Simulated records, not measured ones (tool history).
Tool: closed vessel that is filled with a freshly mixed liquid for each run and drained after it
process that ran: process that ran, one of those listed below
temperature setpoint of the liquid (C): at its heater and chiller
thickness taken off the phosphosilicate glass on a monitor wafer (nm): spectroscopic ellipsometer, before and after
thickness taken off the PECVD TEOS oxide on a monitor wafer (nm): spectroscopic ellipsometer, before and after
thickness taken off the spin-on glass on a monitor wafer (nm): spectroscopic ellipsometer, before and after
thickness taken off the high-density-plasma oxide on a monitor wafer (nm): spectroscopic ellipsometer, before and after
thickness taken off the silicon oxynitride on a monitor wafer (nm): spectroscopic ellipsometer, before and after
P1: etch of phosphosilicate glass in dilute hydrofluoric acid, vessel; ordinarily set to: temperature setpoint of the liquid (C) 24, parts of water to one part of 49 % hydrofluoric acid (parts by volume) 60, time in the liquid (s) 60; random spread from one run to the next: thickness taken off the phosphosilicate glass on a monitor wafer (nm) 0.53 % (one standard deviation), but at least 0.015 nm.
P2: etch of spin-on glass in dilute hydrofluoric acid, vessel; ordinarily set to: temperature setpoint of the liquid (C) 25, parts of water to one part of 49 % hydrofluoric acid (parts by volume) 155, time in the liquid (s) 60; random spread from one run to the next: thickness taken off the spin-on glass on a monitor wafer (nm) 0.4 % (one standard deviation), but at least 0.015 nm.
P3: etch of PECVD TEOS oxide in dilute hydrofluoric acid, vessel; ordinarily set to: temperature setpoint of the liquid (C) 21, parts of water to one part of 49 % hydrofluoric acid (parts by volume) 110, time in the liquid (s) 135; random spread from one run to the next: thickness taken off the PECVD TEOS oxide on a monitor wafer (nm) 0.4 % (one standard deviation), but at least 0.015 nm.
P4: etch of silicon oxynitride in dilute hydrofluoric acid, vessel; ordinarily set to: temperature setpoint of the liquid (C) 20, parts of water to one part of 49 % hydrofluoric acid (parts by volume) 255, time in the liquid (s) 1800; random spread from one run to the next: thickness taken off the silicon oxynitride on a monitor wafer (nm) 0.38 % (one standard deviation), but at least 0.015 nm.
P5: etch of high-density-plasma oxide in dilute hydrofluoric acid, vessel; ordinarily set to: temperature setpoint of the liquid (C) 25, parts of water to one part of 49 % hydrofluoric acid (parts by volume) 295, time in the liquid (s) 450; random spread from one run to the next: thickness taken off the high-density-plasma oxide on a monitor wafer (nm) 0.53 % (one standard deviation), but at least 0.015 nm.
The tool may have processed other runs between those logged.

run   hour  process that ran  temperature setpoint of the liquid (C)  parts of water to one part of 49 % hydrofluoric acid (parts by volume)  time in the liquid (s)  hours since the thermometer was replaced  hours since the hydrofluoric acid flow meter was replaced  thickness taken off the phosphosilicate glass on a monitor wafer (nm)  thickness taken off the PECVD TEOS oxide on a monitor wafer (nm)  thickness taken off the spin-on glass on a monitor wafer (nm)  thickness taken off the high-density-plasma oxide on a monitor wafer (nm)  thickness taken off the silicon oxynitride on a monitor wafer (nm)
  1    4.1                P1                                      24                                                                      60                      60                                     489.1                                                      758.8                                                                 131.23
  2     10                P3                                      21                                                                      30                     135                                       495                                                      764.7                                                                                                                                   84.563
  3     17                P2                                      25                                                                     275                      60                                       502                                                      771.7                                                                                                                                                                                                  5.6184
  4   23.2                P5                                      30                                                                     295                     450                                     508.2                                                      777.9                                                                                                                                                                                                                                                                             7.6258
  5   27.3                P5                                      25                                                                     295                     450                                     512.3                                                        782                                                                                                                                                                                                                                                                             6.6455
  6   34.2                P1                                      30                                                                     105                      60                                     519.2                                                      788.9                                                                 88.382
  7   38.6                P5                                      25                                                                     480                     450                                     523.6                                                      793.3                                                                                                                                                                                                                                                                             3.4076
  8   43.6                P1                                      24                                                                      60                      60                                     528.6                                                      798.3                                                                 131.37
  9     50                P3                                      21                                                                     110                     135                                       535                                                      804.7                                                                                                                                   20.782
 10   53.5                P1                                      24                                                                     100                      60                                     538.5                                                      808.2                                                                 73.802
 11   59.7                P4                                      20                                                                     255                      70                                     544.7                                                      814.4                                                                                                                                                                                                                                                                                                                                                 0.2866
 12   64.1                P2                                      25                                                                     155                      30                                     549.1                                                      818.8                                                                                                                                                                                                  5.6506
 13   68.6                P1                                      24                                                                      90                      35                                     553.6                                                      823.3                                                                 48.673
 14   76.3                P4                                      20                                                                     470                    1800                                     561.3                                                        831                                                                                                                                                                                                                                                                                                                                                 3.6237
 15   80.1                P1                                      24                                                                      60                     100                                     565.1                                                      834.8                                                                 219.31
 16   87.3                P1                                      20                                                                      60                      60                                     572.3                                                        842                                                                 110.64
 17   92.5                P4                                      20                                                                     255                    1800                                     577.5                                                      847.2                                                                                                                                                                                                                                                                                                                                                 7.6669
 18   96.8                P4                                      26                                                                     255                    1800                                     581.8                                                      851.5                                                                                                                                                                                                                                                                                                                                                 9.9428
 19  101.3                P2                                      25                                                                     155                      60                                     586.3                                                        856                                                                                                                                                                                                    11.3
 20  105.5                P1                                      24                                                                      60                      60                                     590.5                                                      860.2                                                                 130.07
 21  110.4                P1                                      24                                                                      60                      60                                     595.4                                                      865.1                                                                 129.58
 22  114.3                P2                                      17                                                                     155                      60                                     599.3                                                        869                                                                                                                                                                                                  8.1851
 23    118                P1                                      24                                                                      60                      60                                       603                                                      872.7                                                                 129.65
 24    125                P1                                      21                                                                      60                      30                                       610                                                      879.7                                                                 57.443
 25  131.4                P1                                      30                                                                      60                      60                                     616.4                                                      886.1                                                                 166.66
 26  135.3                P1                                      24                                                                      60                      30                                     620.3                                                        890                                                                 65.371
 27  141.2                P5                                      25                                                                     295                     795                                     626.2                                                      895.9                                                                                                                                                                                                                                                                             11.531
 28  145.2                P3                                      17                                                                     110                     135                                     630.2                                                      899.9                                                                                                                                   17.813
 29  151.5                P3                                      21                                                                     110                      55                                     636.5                                                      906.2                                                                                                                                   8.5989
 30  159.1                P2                                      25                                                                     155                      60                                     644.1                                                      913.8                                                                                                                                                                                                   11.26
 31  165.8                P1                                      24                                                                      20                      60                                     650.8                                                      920.5                                                                 408.47
 32    172                P1                                      24                                                                      60                      60                                       657                                                      926.7                                                                 131.27
 33  175.5                P1                                      24                                                                      60                      60                                     660.5                                                      930.2                                                                 132.85
 34    183                P1                                      24                                                                      60                      60                                       668                                                      937.7                                                                 136.67
 35  187.5                P1                                      24                                                                      60                      60                                     672.5                                                      942.2                                                                 137.05
 36  195.5                P1                                      24                                                                      60                      60                                     680.5                                                      950.2                                                                 139.01
 37  201.6                P1                                      24                                                                      60                      60                                     686.6                                                      956.3                                                                 140.23
 38  205.3                P1                                      24                                                                      60                      60                                     690.3                                                        960                                                                 138.42
 39  210.1                P1                                      24                                                                      60                      60                                     695.1                                                      964.8                                                                 139.21
 40  216.8                P1                                      24                                                                      60                      60                                     701.8                                                      971.5                                                                 138.34
 41  221.7                P1                                      24                                                                      60                      60                                     706.7                                                      976.4                                                                 139.81
 42  227.5                P1                                      24                                                                      60                      60                                     712.5                                                      982.2                                                                 141.03

The log shows P1 creeping away from where it was. Any of the 2 causes listed here, at the size stated for it, fits the log just as well as the others:
A: hydrofluoric acid flow above the setpoint (%) = 6.34
B: liquid hotter than its thermometer reads (K) = 1.63
The onset of the drift is placed at about hour 172.

Which of the 4 check runs listed below, each an average over 2 wafers with its results shown as question marks, gives clearly different results under the different listed causes?
check 1  233.3                P3                                      21                                                                      30                      75                                                                                                                                                                                                                                             ?
check 2  233.3                P2                                      18                                                                     155                      30                                                                                                                                                                                                                                                                                                            ?
check 3  233.3                P5                                      25                                                                     390                     450                                                                                                                                                                                                                                                                                                                                                                                       ?
check 4  233.3                P4                                      20                                                                     395                    1800                                                                                                                                                                                                                                                                                                                                                                                                                                                           ?

What every check run would give for each of its results, assuming each possible cause in turn:
  check                                                                     result    if A    if B
check 1           thickness taken off the PECVD TEOS oxide on a monitor wafer (nm)  50.065  50.345
check 2              thickness taken off the spin-on glass on a monitor wafer (nm)   4.591  4.5672
check 3  thickness taken off the high-density-plasma oxide on a monitor wafer (nm)  4.9192  4.7712
check 4         thickness taken off the silicon oxynitride on a monitor wafer (nm)  4.8722  4.8429
Minimum pairwise separation of causes per check, each pair taken at its best-separating result: check 1 0.56 %; check 2 0.52 %; check 3 3.05 %; check 4 0.6 %
Check 3 distinguishes between the causes, while the remaining checks would return nearly the same result for all of them.

Here is what check 3 returned: thickness taken off the high-density-plasma oxide on a monitor wafer (nm) 4.942. Which cause is it?

It is A: hydrofluoric acid flow above the setpoint (%).
